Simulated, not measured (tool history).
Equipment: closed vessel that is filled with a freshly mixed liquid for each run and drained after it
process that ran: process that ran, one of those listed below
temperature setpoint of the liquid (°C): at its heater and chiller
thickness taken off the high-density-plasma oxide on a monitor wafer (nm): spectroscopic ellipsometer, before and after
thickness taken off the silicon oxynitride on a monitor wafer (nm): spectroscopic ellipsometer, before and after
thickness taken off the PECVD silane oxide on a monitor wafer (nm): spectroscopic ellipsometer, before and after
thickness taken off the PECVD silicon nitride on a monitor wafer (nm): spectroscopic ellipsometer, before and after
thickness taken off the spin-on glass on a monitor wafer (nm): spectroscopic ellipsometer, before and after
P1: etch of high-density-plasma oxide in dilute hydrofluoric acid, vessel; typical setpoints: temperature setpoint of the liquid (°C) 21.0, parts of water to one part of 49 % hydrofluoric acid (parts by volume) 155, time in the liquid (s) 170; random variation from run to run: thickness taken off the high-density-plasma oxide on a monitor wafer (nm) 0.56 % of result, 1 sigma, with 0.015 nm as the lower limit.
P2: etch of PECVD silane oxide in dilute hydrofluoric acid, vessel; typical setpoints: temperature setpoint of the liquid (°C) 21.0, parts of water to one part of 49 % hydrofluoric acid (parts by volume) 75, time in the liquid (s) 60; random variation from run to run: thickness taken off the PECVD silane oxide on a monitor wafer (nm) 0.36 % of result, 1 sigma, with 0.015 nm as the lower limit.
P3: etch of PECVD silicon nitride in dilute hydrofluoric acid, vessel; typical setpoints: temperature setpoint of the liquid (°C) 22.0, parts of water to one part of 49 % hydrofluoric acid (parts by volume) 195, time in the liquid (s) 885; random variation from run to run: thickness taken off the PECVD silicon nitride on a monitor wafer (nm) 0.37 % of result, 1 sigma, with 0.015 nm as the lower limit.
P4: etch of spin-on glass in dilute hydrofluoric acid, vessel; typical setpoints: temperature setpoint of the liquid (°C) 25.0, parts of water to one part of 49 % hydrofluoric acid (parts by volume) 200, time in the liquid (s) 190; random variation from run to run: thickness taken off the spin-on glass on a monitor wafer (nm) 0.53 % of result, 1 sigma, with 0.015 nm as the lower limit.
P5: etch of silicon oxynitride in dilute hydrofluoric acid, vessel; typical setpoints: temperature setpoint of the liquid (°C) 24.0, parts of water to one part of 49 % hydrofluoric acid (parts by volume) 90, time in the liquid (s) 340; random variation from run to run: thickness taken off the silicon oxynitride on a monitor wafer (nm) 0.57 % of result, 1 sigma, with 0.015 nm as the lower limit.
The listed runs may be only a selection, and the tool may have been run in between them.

run,day,process that ran,temperature setpoint of the liquid (°C),parts of water to one part of 49 % hydrofluoric acid (parts by volume),time in the liquid (s),hours since the thermometer was replaced,hours since the hydrofluoric acid flow meter was replaced,thickness taken off the high-density-plasma oxide on a monitor wafer (nm),thickness taken off the silicon oxynitride on a monitor wafer (nm),thickness taken off the PECVD silane oxide on a monitor wafer (nm),thickness taken off the PECVD silicon nitride on a monitor wafer (nm),thickness taken off the spin-on glass on a monitor wafer (nm)
1,0.458,P1,21.0,155,170,649.4,455.5,5.2090,,,,
2,0.867,P5,24.0,90,340,659.2,465.3,,17.8870,,,
3,1.383,P2,21.0,75,35,671.6,477.7,,,13.300,,
4,1.704,P2,21.0,75,60,679.3,485.4,,,22.842,,
5,2.029,P1,26.5,75,170,687.1,493.2,14.8650,,,,
6,2.579,P5,24.0,165,340,700.3,506.4,,9.1808,,,
7,2.950,P1,24.5,155,170,709.2,515.3,5.9926,,,,
8,3.479,P5,17.0,90,340,721.9,528.0,,12.8340,,,
9,3.758,P1,21.0,155,170,728.6,534.7,5.2483,,,,
10,4.029,P5,24.0,90,530,735.1,541.2,,28.0550,,,
11,4.392,P3,22.0,195,1610,743.8,549.9,,,,20.2310,
12,5.012,P1,21.0,155,170,758.7,564.8,5.2104,,,,
13,5.575,P4,25.0,200,190,772.2,578.3,,,,,55.496
14,6.092,P3,22.0,85,885,784.6,590.7,,,,25.0840,
15,6.458,P2,21.0,75,60,793.4,599.5,,,22.869,,
16,6.896,P1,21.0,155,330,803.9,610.0,10.1210,,,,
17,7.212,P4,25.0,200,335,811.5,617.6,,,,,96.534
18,7.633,P4,32.0,200,190,821.6,627.7,,,,,70.381
19,7.904,P2,28.0,75,60,828.1,634.2,,,30.310,,
20,8.275,P1,26.5,155,55,837.0,643.1,2.0831,,,,
21,8.629,P1,21.0,230,170,845.5,651.6,3.2843,,,,
22,9.150,P1,21.0,155,170,858.0,664.1,5.2228,,,,
23,9.462,P4,25.0,120,190,865.5,671.6,,,,,100.980
24,10.083,P3,17.0,195,885,880.4,686.5,,,,7.9782,
25,10.454,P4,25.0,200,190,889.3,695.4,,,,,55.400
26,11.054,P1,21.0,155,60,903.7,709.8,1.8501,,,,
27,11.654,P1,21.0,90,170,918.1,724.2,9.6371,,,,
28,12.242,P2,21.0,140,60,932.2,738.3,,,11.324,,
29,12.538,P1,17.0,155,170,939.3,745.4,4.4928,,,,
30,12.825,P3,22.0,195,885,946.2,752.3,,,,11.0790,
31,13.138,P1,21.0,155,170,953.7,759.8,5.2061,,,,
32,13.650,P1,21.0,155,170,966.0,772.1,5.3971,,,,
33,14.004,P1,21.0,155,170,974.5,780.6,5.4637,,,,
34,14.317,P1,21.0,155,170,982.0,788.1,5.5133,,,,
35,14.679,P1,21.0,155,170,990.7,796.8,5.6437,,,,
36,15.262,P1,21.0,155,170,1004.7,810.8,5.5580,,,,
37,15.688,P1,21.0,155,170,1014.9,821.0,5.6365,,,,
38,16.017,P1,21.0,155,170,1022.8,828.9,5.6565,,,,
39,16.296,P1,21.0,155,170,1029.5,835.6,5.6456,,,,
40,16.912,P1,21.0,155,170,1044.3,850.4,5.6448,,,,
41,17.188,P1,21.0,155,170,1050.9,857.0,5.5727,,,,

Compared with where it was, what P1 gives has crept away. Each cause listed below fits the log as well as the rest, at the size given for it:
A: hydrofluoric acid flow above the setpoint (%) = 6.47
B: liquid hotter than its thermometer reads (K) = 1.87
The gradual shift began around day 13.138.

Consider the 4 single-wafer check runs listed below, results given as question marks: which one distinguishes between the causes by giving clearly different results for each?
check 1,17.462,P3,17.0,90,885,,,,,,?,
check 2,17.462,P5,24.0,160,480,,,,?,,,
check 3,17.462,P2,27.5,100,60,,,,,?,,
check 4,17.462,P4,29.5,200,190,,,,,,,?

Check results expected under each cause:
check,result,if A,if B
check 1,thickness taken off the PECVD silicon nitride on a monitor wafer (nm),17.9210,19.2040
check 2,thickness taken off the silicon oxynitride on a monitor wafer (nm),14.4950,14.7020
check 3,thickness taken off the PECVD silane oxide on a monitor wafer (nm),23.084,23.090
check 4,thickness taken off the spin-on glass on a monitor wafer (nm),70.361,69.437
Minimum pairwise separation of causes per check, each pair taken at its best-separating result: check 1 6.92 %; check 2 1.42 %; check 3 0.03 %; check 4 1.32 %
Of the check runs offered, only check 1 discriminates between the causes; the rest would read about the same regardless of which cause applies.

The results of check 1 are: thickness taken off the PECVD silicon nitride on a monitor wafer (nm) 17.9510. Based on these, which of the listed causes is it?

Of the candidate causes, it is A: hydrofluoric acid flow above the setpoint (%).
